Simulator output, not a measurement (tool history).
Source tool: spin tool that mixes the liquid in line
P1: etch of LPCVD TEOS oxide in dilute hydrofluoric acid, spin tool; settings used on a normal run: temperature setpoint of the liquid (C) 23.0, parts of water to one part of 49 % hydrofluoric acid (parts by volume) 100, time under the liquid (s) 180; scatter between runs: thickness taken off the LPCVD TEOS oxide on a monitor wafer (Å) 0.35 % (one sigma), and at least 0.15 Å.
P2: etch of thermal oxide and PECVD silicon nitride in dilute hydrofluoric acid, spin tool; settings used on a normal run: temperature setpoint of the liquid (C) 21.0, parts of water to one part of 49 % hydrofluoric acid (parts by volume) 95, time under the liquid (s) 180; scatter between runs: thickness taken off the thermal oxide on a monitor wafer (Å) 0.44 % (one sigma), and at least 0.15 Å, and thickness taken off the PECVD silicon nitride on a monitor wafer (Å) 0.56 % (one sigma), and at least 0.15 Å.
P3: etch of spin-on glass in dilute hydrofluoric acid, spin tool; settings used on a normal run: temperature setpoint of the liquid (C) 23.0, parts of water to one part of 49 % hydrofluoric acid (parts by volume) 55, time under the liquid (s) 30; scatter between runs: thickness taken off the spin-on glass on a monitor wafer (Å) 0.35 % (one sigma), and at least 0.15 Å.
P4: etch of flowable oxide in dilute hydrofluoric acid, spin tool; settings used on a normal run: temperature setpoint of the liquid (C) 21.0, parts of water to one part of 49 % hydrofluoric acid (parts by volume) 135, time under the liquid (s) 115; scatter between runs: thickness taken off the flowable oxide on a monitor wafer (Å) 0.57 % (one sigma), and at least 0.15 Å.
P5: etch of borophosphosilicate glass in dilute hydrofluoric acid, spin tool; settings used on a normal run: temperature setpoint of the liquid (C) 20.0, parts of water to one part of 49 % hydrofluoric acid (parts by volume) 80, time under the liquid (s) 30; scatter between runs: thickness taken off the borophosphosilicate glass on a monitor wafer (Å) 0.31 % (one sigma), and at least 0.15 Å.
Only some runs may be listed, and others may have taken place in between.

run   hour  process that ran  temperature setpoint of the liquid (C)  parts of water to one part of 49 % hydrofluoric acid (parts by volume)  time under the liquid (s)  thickness taken off the LPCVD TEOS oxide on a monitor wafer (Å)  thickness taken off the thermal oxide on a monitor wafer (Å)  thickness taken off the PECVD silicon nitride on a monitor wafer (Å)  thickness taken off the flowable oxide on a monitor wafer (Å)  thickness taken off the borophosphosilicate glass on a monitor wafer (Å)  thickness taken off the spin-on glass on a monitor wafer (Å)
  1    7.1                P1                                    23.0                                                                     100                        180                                                          294.270
  2   11.2                P2                                    17.0                                                                      95                        180                                                                                                                         65.106                                                               35.9670
  3   17.6                P1                                    23.0                                                                     100                        180                                                          295.480
      24.2  -- hydrofluoric acid flow meter replaced
  4   24.9                P4                                    25.5                                                                     135                        115                                                                                                                                                                                                                                                              343.78
  5   31.6                P2                                    21.0                                                                      95                         25                                                                                                                         10.266                                                                6.6354
  6   38.9                P4                                    21.0                                                                     135                        235                                                                                                                                                                                                                                                              583.21
  7   46.0                P5                                    26.5                                                                      80                         30                                                                                                                                                                                                                                                                                                                                        268.55
  8   52.3                P1                                    29.0                                                                      35                        180                                                         1166.700
  9   57.1                P1                                    23.0                                                                     160                        180                                                          171.410
 10   63.2                P4                                    21.0                                                                     135                        115                                                                                                                                                                                                                                                              289.62
 11   70.7                P1                                    23.0                                                                      45                        180                                                          695.390
 12   75.6                P1                                    17.0                                                                     100                        180                                                          229.590
 13   81.3                P4                                    21.0                                                                     135                        115                                                                                                                                                                                                                                                              286.39
 14   88.2                P1                                    29.0                                                                     100                        275                                                          564.450
 15   93.2                P2                                    21.0                                                                      95                        180                                                                                                                         76.157                                                               47.1040
 16   97.2                P1                                    23.0                                                                     100                         50                                                           81.803
 17  104.1                P5                                    20.0                                                                      80                         30                                                                                                                                                                                                                                                                                                                                        206.19
 18  111.3                P1                                    23.0                                                                     100                        325                                                          529.860
 19  114.7                P1                                    23.0                                                                     100                        180                                                          292.750
 20  119.5                P4                                    21.0                                                                      80                        115                                                                                                                                                                                                                                                              515.65
 21  123.5                P5                                    20.0                                                                      80                         30                                                                                                                                                                                                                                                                                                                                        204.20
 22  128.5                P3                                    23.0                                                                      90                         30                                                                                                                                                                                                                                                                                                                                                                                                      137.71
 23  132.5                P3                                    17.0                                                                      55                         30                                                                                                                                                                                                                                                                                                                                                                                                      183.28
 24  136.0                P1                                    27.0                                                                     100                        180                                                          342.740
 25  139.9                P5                                    20.0                                                                     130                         30                                                                                                                                                                                                                                                                                                                                        119.27
 26  143.9                P2                                    21.0                                                                      95                        180                                                                                                                         76.774                                                               47.2650
 27  147.1                P1                                    29.5                                                                     100                        320                                                          670.380
 28  151.7                P5                                    20.0                                                                      80                         15                                                                                                                                                                                                                                                                                                                                        102.79
 29  157.8                P2                                    21.0                                                                     160                        180                                                                                                                         41.969                                                               28.3850
 30  161.6                P1                                    23.0                                                                     100                        180                                                          294.490
 31  167.8                P1                                    23.0                                                                     100                        180                                                          292.730
 32  173.2                P3                                    23.0                                                                      55                         50                                                                                                                                                                                                                                                                                                                                                                                                      394.86
 33  176.7                P3                                    23.0                                                                      55                         30                                                                                                                                                                                                                                                                                                                                                                                                      235.79
 34  181.2                P1                                    23.0                                                                     100                        180                                                          293.190
 35  184.8                P1                                    23.0                                                                     100                        180                                                          286.050
 36  188.5                P1                                    23.0                                                                     100                        180                                                          282.280
 37  192.9                P1                                    23.0                                                                     100                        180                                                          279.560
 38  199.8                P1                                    23.0                                                                     100                        180                                                          275.840
 39  206.2                P1                                    23.0                                                                     100                        180                                                          275.530
 40  209.9                P1                                    23.0                                                                     100                        180                                                          274.810

Compared with where it was, what P1 gives has crept away. Each cause listed below fits the log as well as the rest, at the size given for it:
A: hydrofluoric acid flow below the setpoint (%) = 5.61
B: liquid colder than its thermometer reads (K) = 1.61
The process output started creeping at around hour 181.2.

4 check runs are offered, one wafer each, their results left as question marks. Which one tells the causes apart?
check 1  213.6                P2                                    21.0                                                                      95                        180                                                                                                                              ?                                                                     ?
check 2  213.6                P5                                    20.0                                                                      80                         30                                                                                                                                                                                                                                                                                                                                             ?
check 3  213.6                P3                                    23.0                                                                      55                         30                                                                                                                                                                                                                                                                                                                                                                                                           ?
check 4  213.6                P4                                    21.0                                                                     135                        115                                                                                                                                                                                                                                                                   ?

Predicted outcomes, by check and by cause:
  check                                                                    result     if A     if B
check 1              thickness taken off the thermal oxide on a monitor wafer (Å)   71.519   71.378
check 1      thickness taken off the PECVD silicon nitride on a monitor wafer (Å)  44.4910  42.1900
check 2  thickness taken off the borophosphosilicate glass on a monitor wafer (Å)   193.13   192.30
check 3              thickness taken off the spin-on glass on a monitor wafer (Å)   222.29   221.18
check 4             thickness taken off the flowable oxide on a monitor wafer (Å)   269.08   269.57
Per-check spread between the two closest causes, in the result where they differ most: check 1 5.31 %; check 2 0.43 %; check 3 0.5 %; check 4 0.18 %
Check 1 distinguishes between the causes, while the remaining checks would return nearly the same result for all of them.

With check 1 done, the readings were: thickness taken off the thermal oxide on a monitor wafer (Å) 71.873; thickness taken off the PECVD silicon nitride on a monitor wafer (Å) 44.1730. Identify which of the listed causes applies.

It was cause A: hydrofluoric acid flow below the setpoint (%).

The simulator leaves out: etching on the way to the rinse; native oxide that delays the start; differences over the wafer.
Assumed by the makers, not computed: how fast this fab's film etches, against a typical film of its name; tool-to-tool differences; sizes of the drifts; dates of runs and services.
